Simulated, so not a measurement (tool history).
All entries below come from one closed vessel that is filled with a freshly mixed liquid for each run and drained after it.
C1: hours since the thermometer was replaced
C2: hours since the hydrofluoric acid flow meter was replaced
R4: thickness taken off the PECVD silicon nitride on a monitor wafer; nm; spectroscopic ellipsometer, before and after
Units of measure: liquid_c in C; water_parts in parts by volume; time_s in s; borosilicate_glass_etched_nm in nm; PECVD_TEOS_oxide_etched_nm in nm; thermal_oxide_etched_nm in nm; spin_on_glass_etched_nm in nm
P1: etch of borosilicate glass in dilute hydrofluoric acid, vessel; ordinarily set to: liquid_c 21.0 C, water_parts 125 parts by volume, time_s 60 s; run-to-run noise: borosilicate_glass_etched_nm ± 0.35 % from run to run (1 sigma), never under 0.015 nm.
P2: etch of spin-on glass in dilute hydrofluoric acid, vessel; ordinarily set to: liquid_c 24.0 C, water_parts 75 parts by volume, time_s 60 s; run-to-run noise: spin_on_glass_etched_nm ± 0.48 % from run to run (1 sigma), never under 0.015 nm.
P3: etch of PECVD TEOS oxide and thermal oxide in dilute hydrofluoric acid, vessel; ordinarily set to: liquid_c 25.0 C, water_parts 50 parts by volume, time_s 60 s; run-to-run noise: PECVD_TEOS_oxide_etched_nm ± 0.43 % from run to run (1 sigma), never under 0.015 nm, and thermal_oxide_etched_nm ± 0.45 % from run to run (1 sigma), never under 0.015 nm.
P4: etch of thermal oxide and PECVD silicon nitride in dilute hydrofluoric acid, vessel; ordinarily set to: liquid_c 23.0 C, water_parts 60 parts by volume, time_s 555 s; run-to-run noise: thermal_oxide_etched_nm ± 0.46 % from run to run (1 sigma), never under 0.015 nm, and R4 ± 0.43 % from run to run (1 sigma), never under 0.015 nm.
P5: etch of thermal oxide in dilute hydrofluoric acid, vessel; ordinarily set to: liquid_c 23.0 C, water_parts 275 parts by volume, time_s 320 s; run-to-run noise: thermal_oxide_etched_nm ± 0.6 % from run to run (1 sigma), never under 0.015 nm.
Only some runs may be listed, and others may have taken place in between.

run 1 day=0.733 | process=P1 liquid_c=21.0 water_parts=125 time_s=60 | C1=750.7 C2=1506.5 | borosilicate_glass_etched_nm=11.6220
run 2 day=1.354 | process=P1 liquid_c=21.0 water_parts=125 time_s=35 | C1=765.6 C2=1521.4 | borosilicate_glass_etched_nm=6.7749
run 3 day=1.842 | process=P3 liquid_c=25.0 water_parts=50 time_s=60 | C1=777.3 C2=1533.1 | PECVD_TEOS_oxide_etched_nm=15.089 thermal_oxide_etched_nm=6.1231
run 4 day=2.604 | process=P1 liquid_c=21.0 water_parts=125 time_s=60 | C1=795.6 C2=1551.4 | borosilicate_glass_etched_nm=11.6140
run 5 day=3.108 | process=P4 liquid_c=23.0 water_parts=60 time_s=555 | C1=807.7 C2=1563.5 | thermal_oxide_etched_nm=45.0540 R4=14.976
run 6 day=3.879 | process=P3 liquid_c=25.0 water_parts=20 time_s=60 | C1=826.2 C2=1582.0 | PECVD_TEOS_oxide_etched_nm=38.884 thermal_oxide_etched_nm=15.9980
run 7 day=4.625 | process=P1 liquid_c=21.0 water_parts=225 time_s=60 | C1=844.1 C2=1599.9 | borosilicate_glass_etched_nm=5.8238
run 8 day=5.221 | process=P1 liquid_c=17.0 water_parts=125 time_s=60 | C1=858.4 C2=1614.2 | borosilicate_glass_etched_nm=9.8770
run 9 day=5.842 | process=P3 liquid_c=25.0 water_parts=50 time_s=110 | C1=873.3 C2=1629.1 | PECVD_TEOS_oxide_etched_nm=27.376 thermal_oxide_etched_nm=11.0930
run 10 day=6.554 | process=P2 liquid_c=24.0 water_parts=125 time_s=60 | C1=890.4 C2=1646.2 | spin_on_glass_etched_nm=19.190
run 11 day=7.250 | process=P4 liquid_c=23.0 water_parts=30 time_s=555 | C1=907.1 C2=1662.9 | thermal_oxide_etched_nm=92.9140 R4=29.498
run 12 day=7.658 | process=P5 liquid_c=23.0 water_parts=130 time_s=320 | C1=916.9 C2=1672.7 | thermal_oxide_etched_nm=10.9310
run 13 day=8.167 | process=P5 liquid_c=17.0 water_parts=275 time_s=320 | C1=929.1 C2=1684.9 | thermal_oxide_etched_nm=3.5475
run 14 day=8.521 | process=P1 liquid_c=21.0 water_parts=180 time_s=85 | C1=937.6 C2=1693.4 | borosilicate_glass_etched_nm=10.7610
run 15 day=9.267 | process=P1 liquid_c=26.5 water_parts=125 time_s=60 | C1=955.5 C2=1711.3 | borosilicate_glass_etched_nm=14.3460
run 16 day=9.988 | process=P4 liquid_c=23.0 water_parts=60 time_s=130 | C1=972.8 C2=1728.6 | thermal_oxide_etched_nm=10.5340 R4=3.482
run 17 day=10.767 | process=P2 liquid_c=20.5 water_parts=75 time_s=60 | C1=991.5 C2=1747.3 | spin_on_glass_etched_nm=29.704
run 18 day=11.442 | process=P2 liquid_c=24.0 water_parts=75 time_s=60 | C1=1007.7 C2=1763.5 | spin_on_glass_etched_nm=33.973
run 19 day=12.033 | process=P1 liquid_c=21.0 water_parts=125 time_s=95 | C1=1021.9 C2=1777.7 | borosilicate_glass_etched_nm=18.4290
run 20 day=12.725 | process=P4 liquid_c=17.5 water_parts=60 time_s=555 | C1=1038.5 C2=1794.3 | thermal_oxide_etched_nm=35.5850 R4=10.181
run 21 day=13.112 | process=P3 liquid_c=32.0 water_parts=50 time_s=60 | C1=1047.8 C2=1803.6 | PECVD_TEOS_oxide_etched_nm=19.920 thermal_oxide_etched_nm=7.9889
run 22 day=13.588 | process=P5 liquid_c=23.0 water_parts=275 time_s=320 | C1=1059.2 C2=1815.0 | thermal_oxide_etched_nm=4.5101
run 23 day=13.975 | process=P1 liquid_c=21.0 water_parts=75 time_s=60 | C1=1068.5 C2=1824.3 | borosilicate_glass_etched_nm=20.5260
run 24 day=14.712 | process=P2 liquid_c=24.0 water_parts=75 time_s=30 | C1=1086.2 C2=1842.0 | spin_on_glass_etched_nm=17.194
run 25 day=15.079 | process=P4 liquid_c=23.0 water_parts=60 time_s=555 | C1=1095.0 C2=1850.8 | thermal_oxide_etched_nm=44.9200 R4=14.911
run 26 day=15.646 | process=P5 liquid_c=23.0 water_parts=275 time_s=120 | C1=1108.6 C2=1864.4 | thermal_oxide_etched_nm=1.7183
run 27 day=16.196 | process=P1 liquid_c=21.0 water_parts=125 time_s=60 | C1=1121.8 C2=1877.6 | borosilicate_glass_etched_nm=11.6120
run 28 day=16.683 | process=P1 liquid_c=21.0 water_parts=125 time_s=60 | C1=1133.5 C2=1889.3 | borosilicate_glass_etched_nm=11.6490
run 29 day=17.158 | process=P1 liquid_c=21.0 water_parts=125 time_s=60 | C1=1144.9 C2=1900.7 | borosilicate_glass_etched_nm=11.5310
run 30 day=17.708 | process=P1 liquid_c=21.0 water_parts=125 time_s=60 | C1=1158.1 C2=1913.9 | borosilicate_glass_etched_nm=11.5310
run 31 day=18.417 | process=P1 liquid_c=21.0 water_parts=125 time_s=60 | C1=1175.1 C2=1930.9 | borosilicate_glass_etched_nm=11.2200
run 32 day=18.900 | process=P1 liquid_c=21.0 water_parts=125 time_s=60 | C1=1186.7 C2=1942.5 | borosilicate_glass_etched_nm=11.0150
run 33 day=19.338 | process=P1 liquid_c=21.0 water_parts=125 time_s=60 | C1=1197.2 C2=1953.0 | borosilicate_glass_etched_nm=10.8360
run 34 day=19.846 | process=P1 liquid_c=21.0 water_parts=125 time_s=60 | C1=1209.4 C2=1965.2 | borosilicate_glass_etched_nm=10.8820

Run 35, settings as shown, results not yet in. Your forecast:
run 35 day=20.558 | process=P1 liquid_c=21.0 water_parts=125 time_s=60 | C1=1226.5 C2=1982.3 | borosilicate_glass_etched_nm=?

borosilicate_glass_etched_nm: 10.7170 nm
